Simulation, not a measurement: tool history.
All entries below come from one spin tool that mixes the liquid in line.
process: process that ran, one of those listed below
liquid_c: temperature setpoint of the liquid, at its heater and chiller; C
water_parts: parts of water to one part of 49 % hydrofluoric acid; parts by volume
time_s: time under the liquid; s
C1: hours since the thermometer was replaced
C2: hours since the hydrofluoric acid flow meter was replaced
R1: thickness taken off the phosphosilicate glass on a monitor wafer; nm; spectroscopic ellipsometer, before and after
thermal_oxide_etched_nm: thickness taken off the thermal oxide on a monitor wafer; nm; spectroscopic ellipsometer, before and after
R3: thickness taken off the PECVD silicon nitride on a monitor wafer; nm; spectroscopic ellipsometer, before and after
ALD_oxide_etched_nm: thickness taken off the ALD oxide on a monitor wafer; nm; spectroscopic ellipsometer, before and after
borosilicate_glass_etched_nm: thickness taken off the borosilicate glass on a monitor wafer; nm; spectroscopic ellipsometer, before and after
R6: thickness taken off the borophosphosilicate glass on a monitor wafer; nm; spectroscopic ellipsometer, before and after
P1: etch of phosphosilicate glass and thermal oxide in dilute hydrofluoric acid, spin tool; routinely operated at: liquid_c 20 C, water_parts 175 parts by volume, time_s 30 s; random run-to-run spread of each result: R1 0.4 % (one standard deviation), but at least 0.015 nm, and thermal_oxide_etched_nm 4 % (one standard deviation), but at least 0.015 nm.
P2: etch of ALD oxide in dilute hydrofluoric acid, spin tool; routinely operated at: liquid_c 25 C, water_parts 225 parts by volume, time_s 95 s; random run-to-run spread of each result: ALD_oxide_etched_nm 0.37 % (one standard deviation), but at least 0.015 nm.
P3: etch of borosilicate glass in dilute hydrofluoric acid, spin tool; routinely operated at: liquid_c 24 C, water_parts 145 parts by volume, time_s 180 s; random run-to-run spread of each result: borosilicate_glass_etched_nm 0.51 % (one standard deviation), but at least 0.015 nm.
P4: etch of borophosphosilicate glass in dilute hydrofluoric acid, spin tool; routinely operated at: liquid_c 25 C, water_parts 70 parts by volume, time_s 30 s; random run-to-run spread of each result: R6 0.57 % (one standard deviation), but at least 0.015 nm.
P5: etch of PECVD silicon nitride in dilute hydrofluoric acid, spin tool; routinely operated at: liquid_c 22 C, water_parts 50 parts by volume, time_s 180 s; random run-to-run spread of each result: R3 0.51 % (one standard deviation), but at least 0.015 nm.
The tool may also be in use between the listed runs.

Run 1, hour 5.1: process P1, liquid_c 20 C, water_parts 175 parts by volume, time_s 30 s; C1 742.1; C2 1116.9. Result: R1 15.88 nm, thermal_oxide_etched_nm 0.62536 nm.
Run 2, hour 9.6: process P1, liquid_c 27 C, water_parts 175 parts by volume, time_s 30 s; C1 746.6; C2 1121.4. Result: R1 20.741 nm, thermal_oxide_etched_nm 0.83068 nm.
Run 3, hour 12.5: process P5, liquid_c 22 C, water_parts 75 parts by volume, time_s 180 s; C1 749.5; C2 1124.3. Result: R3 7.393 nm.
Run 4, hour 16.8: process P1, liquid_c 20 C, water_parts 175 parts by volume, time_s 30 s; C1 753.8; C2 1128.6. Result: R1 15.951 nm, thermal_oxide_etched_nm 0.66087 nm.
Run 5, hour 19.8: process P1, liquid_c 20 C, water_parts 175 parts by volume, time_s 60 s; C1 756.8; C2 1131.6. Result: R1 31.767 nm, thermal_oxide_etched_nm 1.3271 nm.
Run 6, hour 22: process P2, liquid_c 17.5 C, water_parts 225 parts by volume, time_s 95 s; C1 759; C2 1133.8. Result: ALD_oxide_etched_nm 9.5151 nm.
Run 7, hour 26.4: process P1, liquid_c 23 C, water_parts 245 parts by volume, time_s 30 s; C1 763.4; C2 1138.2. Result: R1 11.934 nm, thermal_oxide_etched_nm 0.51504 nm.
Run 8, hour 31.2: process P5, liquid_c 22 C, water_parts 50 parts by volume, time_s 180 s; C1 768.2; C2 1143. Result: R3 11.004 nm.
Run 9, hour 36: process P1, liquid_c 17 C, water_parts 175 parts by volume, time_s 30 s; C1 773; C2 1147.8. Result: R1 14.21 nm, thermal_oxide_etched_nm 0.56906 nm.
Run 10, hour 41.2: process P1, liquid_c 20 C, water_parts 175 parts by volume, time_s 30 s; C1 778.2; C2 1153. Result: R1 16.008 nm, thermal_oxide_etched_nm 0.7029 nm.
Run 11, hour 44.9: process P1, liquid_c 20 C, water_parts 175 parts by volume, time_s 30 s; C1 781.9; C2 1156.7. Result: R1 15.931 nm, thermal_oxide_etched_nm 0.69211 nm.
Run 12, hour 48.4: process P3, liquid_c 24 C, water_parts 145 parts by volume, time_s 180 s; C1 785.4; C2 1160.2. Result: borosilicate_glass_etched_nm 31.431 nm.
Run 13, hour 53.5: process P4, liquid_c 25 C, water_parts 70 parts by volume, time_s 30 s; C1 790.5; C2 1165.3. Result: R6 13.084 nm.
Run 14, hour 57.3: process P3, liquid_c 24 C, water_parts 250 parts by volume, time_s 180 s; C1 794.3; C2 1169.1. Result: borosilicate_glass_etched_nm 16.251 nm.
Run 15, hour 60.6: process P4, liquid_c 25 C, water_parts 125 parts by volume, time_s 30 s; C1 797.6; C2 1172.4. Result: R6 6.7542 nm.
Run 16, hour 65.1: process P1, liquid_c 20 C, water_parts 255 parts by volume, time_s 30 s; C1 802.1; C2 1176.9. Result: R1 10.149 nm, thermal_oxide_etched_nm 0.42759 nm.
Run 17, hour 69.7: process P1, liquid_c 20 C, water_parts 175 parts by volume, time_s 30 s; C1 806.7; C2 1181.5. Result: R1 15.964 nm, thermal_oxide_etched_nm 0.62939 nm.
Run 18, hour 73.7: process P5, liquid_c 17 C, water_parts 50 parts by volume, time_s 180 s; C1 810.7; C2 1185.5. Result: R3 7.8127 nm.
Run 19, hour 76.4: process P2, liquid_c 25 C, water_parts 225 parts by volume, time_s 95 s; C1 813.4; C2 1188.2. Result: ALD_oxide_etched_nm 12.628 nm.
Run 20, hour 80.9: process P1, liquid_c 27.5 C, water_parts 175 parts by volume, time_s 60 s; C1 817.9; C2 1192.7. Result: R1 42.118 nm, thermal_oxide_etched_nm 1.6599 nm.
Run 21, hour 83.4: process P3, liquid_c 30.5 C, water_parts 145 parts by volume, time_s 180 s; C1 820.4; C2 1195.2. Result: borosilicate_glass_etched_nm 40.024 nm.
Run 22, hour 88.4: process P1, liquid_c 20 C, water_parts 175 parts by volume, time_s 30 s; C1 825.4; C2 1200.2. Result: R1 15.967 nm, thermal_oxide_etched_nm 0.67128 nm.
At hour 92.2: thermometer replaced.
Run 23, hour 92.5: process P4, liquid_c 20 C, water_parts 70 parts by volume, time_s 30 s; C1 0.3; C2 1204.3. Result: R6 10.461 nm.
Run 24, hour 94.9: process P3, liquid_c 24 C, water_parts 145 parts by volume, time_s 50 s; C1 2.7; C2 1206.7. Result: borosilicate_glass_etched_nm 8.7775 nm.
Run 25, hour 97.8: process P4, liquid_c 25 C, water_parts 70 parts by volume, time_s 15 s; C1 5.6; C2 1209.6. Result: R6 6.4474 nm.
Run 26, hour 100: process P2, liquid_c 25 C, water_parts 225 parts by volume, time_s 95 s; C1 7.8; C2 1211.8. Result: ALD_oxide_etched_nm 12.681 nm.
Run 27, hour 104.5: process P1, liquid_c 20 C, water_parts 175 parts by volume, time_s 15 s; C1 12.3; C2 1216.3. Result: R1 7.9691 nm, thermal_oxide_etched_nm 0.3404 nm.
Run 28, hour 107.8: process P2, liquid_c 25 C, water_parts 120 parts by volume, time_s 95 s; C1 15.6; C2 1219.6. Result: ALD_oxide_etched_nm 26.686 nm.
Run 29, hour 112.4: process P1, liquid_c 20 C, water_parts 105 parts by volume, time_s 30 s; C1 20.2; C2 1224.2. Result: R1 28.666 nm, thermal_oxide_etched_nm 1.1955 nm.
Run 30, hour 115.6: process P1, liquid_c 20 C, water_parts 50 parts by volume, time_s 50 s; C1 23.4; C2 1227.4. Result: R1 107.03 nm, thermal_oxide_etched_nm 4.4058 nm.
Run 31, hour 119.3: process P2, liquid_c 25 C, water_parts 225 parts by volume, time_s 35 s; C1 27.1; C2 1231.1. Result: ALD_oxide_etched_nm 4.6461 nm.
Run 32, hour 123.4: process P5, liquid_c 22 C, water_parts 50 parts by volume, time_s 20 s; C1 31.2; C2 1235.2. Result: R3 1.2225 nm.
Run 33, hour 127.2: process P1, liquid_c 20 C, water_parts 175 parts by volume, time_s 30 s; C1 35; C2 1239. Result: R1 15.91 nm, thermal_oxide_etched_nm 0.711 nm.
Run 34, hour 132.4: process P1, liquid_c 20 C, water_parts 175 parts by volume, time_s 30 s; C1 40.2; C2 1244.2. Result: R1 15.988 nm, thermal_oxide_etched_nm 0.68676 nm.
Run 35, hour 136.5: process P1, liquid_c 20 C, water_parts 175 parts by volume, time_s 30 s; C1 44.3; C2 1248.3. Result: R1 15.433 nm, thermal_oxide_etched_nm 0.66769 nm.
Run 36, hour 140.2: process P1, liquid_c 20 C, water_parts 175 parts by volume, time_s 30 s; C1 48; C2 1252. Result: R1 15.169 nm, thermal_oxide_etched_nm 0.62371 nm.
Run 37, hour 142.8: process P1, liquid_c 20 C, water_parts 175 parts by volume, time_s 30 s; C1 50.6; C2 1254.6. Result: R1 15.263 nm, thermal_oxide_etched_nm 0.64738 nm.
Run 38, hour 145.5: process P1, liquid_c 20 C, water_parts 175 parts by volume, time_s 30 s; C1 53.3; C2 1257.3. Result: R1 15.186 nm, thermal_oxide_etched_nm 0.61364 nm.
Run 39, hour 148.7: process P1, liquid_c 20 C, water_parts 175 parts by volume, time_s 30 s; C1 56.5; C2 1260.5. Result: R1 14.936 nm, thermal_oxide_etched_nm 0.62176 nm.
Run 40, hour 152.8: process P1, liquid_c 20 C, water_parts 175 parts by volume, time_s 30 s; C1 60.6; C2 1264.6. Result: R1 14.857 nm, thermal_oxide_etched_nm 0.62796 nm.
Run 41, hour 156.7: process P1, liquid_c 20 C, water_parts 175 parts by volume, time_s 30 s; C1 64.5; C2 1268.5. Result: R1 15.075 nm, thermal_oxide_etched_nm 0.65066 nm.

The output of P1 has drifted from where it used to be. Each of the 2 causes below, taken at the size shown beside it, accounts for the log equally well:
A: liquid colder than its thermometer reads (K) = 1.64
B: hydrofluoric acid flow below the setpoint (%) = 5.33
The gradual shift began around hour 132.4.

Below are 4 check runs, each on a single wafer, with their results shown as question marks. Which of them would tell the listed causes apart, meaning the causes would give clearly different results under it?
Run check 1, hour 160.6: process P4, liquid_c 25 C, water_parts 70 parts by volume, time_s 30 s. Result: R6 ?.
Run check 2, hour 160.6: process P3, liquid_c 24 C, water_parts 145 parts by volume, time_s 180 s. Result: borosilicate_glass_etched_nm ?.
Run check 3, hour 160.6: process P5, liquid_c 22 C, water_parts 50 parts by volume, time_s 180 s. Result: R3 ?.
Run check 4, hour 160.6: process P2, liquid_c 25 C, water_parts 225 parts by volume, time_s 95 s. Result: ALD_oxide_etched_nm ?.

What every check run would give for each of its results, assuming each possible cause in turn:
  check                        result    if A    if B
check 1                            R6  12.166  12.244
check 2  borosilicate_glass_etched_nm   29.43  29.411
check 3                            R3  9.8735  10.478
check 4           ALD_oxide_etched_nm  11.925  11.821
Smallest distance between any two causes, each pair judged by its most separating result, in per cent: check 1 0.64 %; check 2 0.07 %; check 3 5.94 %; check 4 0.87 %
Only in check 3 would the causes give clearly different results; in the remaining checks their results would be nearly the same.

Here is what check 3 returned: R3 10.383 nm. Which cause is it?

The cause is B: hydrofluoric acid flow below the setpoint (%).
